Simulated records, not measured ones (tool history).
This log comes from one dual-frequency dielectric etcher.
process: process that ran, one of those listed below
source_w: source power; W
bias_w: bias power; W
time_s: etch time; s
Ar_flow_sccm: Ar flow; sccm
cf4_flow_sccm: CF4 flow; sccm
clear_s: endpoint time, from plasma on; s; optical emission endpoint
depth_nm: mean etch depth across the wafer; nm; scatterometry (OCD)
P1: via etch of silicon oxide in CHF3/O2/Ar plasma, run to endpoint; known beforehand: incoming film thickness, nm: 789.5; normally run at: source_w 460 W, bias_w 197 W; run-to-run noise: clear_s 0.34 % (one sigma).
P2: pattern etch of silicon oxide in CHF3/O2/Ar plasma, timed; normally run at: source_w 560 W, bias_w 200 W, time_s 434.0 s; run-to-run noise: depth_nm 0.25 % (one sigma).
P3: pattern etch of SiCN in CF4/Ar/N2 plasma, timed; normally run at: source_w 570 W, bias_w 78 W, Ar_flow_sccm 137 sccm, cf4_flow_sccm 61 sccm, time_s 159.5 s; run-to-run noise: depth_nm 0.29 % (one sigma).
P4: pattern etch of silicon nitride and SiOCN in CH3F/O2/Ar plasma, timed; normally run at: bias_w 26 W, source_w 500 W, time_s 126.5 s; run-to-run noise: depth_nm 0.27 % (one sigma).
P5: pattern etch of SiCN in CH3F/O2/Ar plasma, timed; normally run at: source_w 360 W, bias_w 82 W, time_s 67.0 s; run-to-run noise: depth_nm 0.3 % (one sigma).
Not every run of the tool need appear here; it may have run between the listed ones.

| run | hour | process | source_w | bias_w | time_s | Ar_flow_sccm | cf4_flow_sccm | clear_s | depth_nm |
|---|---|---|---|---|---|---|---|---|---|
| 1 | 9.8 | P1 | 460 | 197 |  |  |  | 418.04 |  |
| 2 | 16.4 | P2 | 560 | 116 | 434.0 |  |  |  | 716.450 |
| 3 | 24.9 | P4 | 500 | 26 | 82.0 |  |  |  | 12.525 |
| 4 | 39.5 | P1 | 460 | 197 |  |  |  | 419.25 |  |
| 5 | 54.1 | P3 | 570 | 78 | 159.5 | 137 | 61 |  | 160.320 |
| 6 | 68.8 | P1 | 460 | 197 |  |  |  | 416.57 |  |
| 7 | 80.0 | P4 | 500 | 17 | 126.5 |  |  |  | 16.042 |
| 8 | 94.6 | P3 | 570 | 78 | 159.5 | 137 | 82 |  | 169.250 |
| 9 | 106.3 | P1 | 460 | 139 |  |  |  | 468.83 |  |
| 10 | 113.6 | P2 | 690 | 200 | 434.0 |  |  |  | 921.470 |
| 11 | 122.4 | P4 | 500 | 26 | 126.5 |  |  |  | 19.210 |
| 12 | 134.9 | P1 | 460 | 197 |  |  |  | 416.29 |  |
| 13 | 145.4 | P4 | 330 | 26 | 126.5 |  |  |  | 16.742 |
| 14 | 153.7 | P1 | 350 | 197 |  |  |  | 461.80 |  |
| 15 | 163.8 | P2 | 560 | 200 | 434.0 |  |  |  | 849.460 |
| 16 | 170.3 | P1 | 610 | 255 |  |  |  | 342.87 |  |
| 17 | 184.1 | P2 | 560 | 200 | 568.5 |  |  |  | 1111.800 |
| 18 | 196.6 | P3 | 340 | 78 | 159.5 | 137 | 61 |  | 102.610 |
| 19 | 211.1 | P1 | 460 | 197 |  |  |  | 415.43 |  |
| 20 | 221.7 | P5 | 360 | 56 | 67.0 |  |  |  | 22.643 |
| 21 | 235.6 | P3 | 570 | 78 | 95.5 | 137 | 61 |  | 96.317 |

What will run 22 give?
| 22 | 242.0 | P2 | 560 | 200 | 434.0 |  |  |  | ? |

depth_nm: 849.270 nm
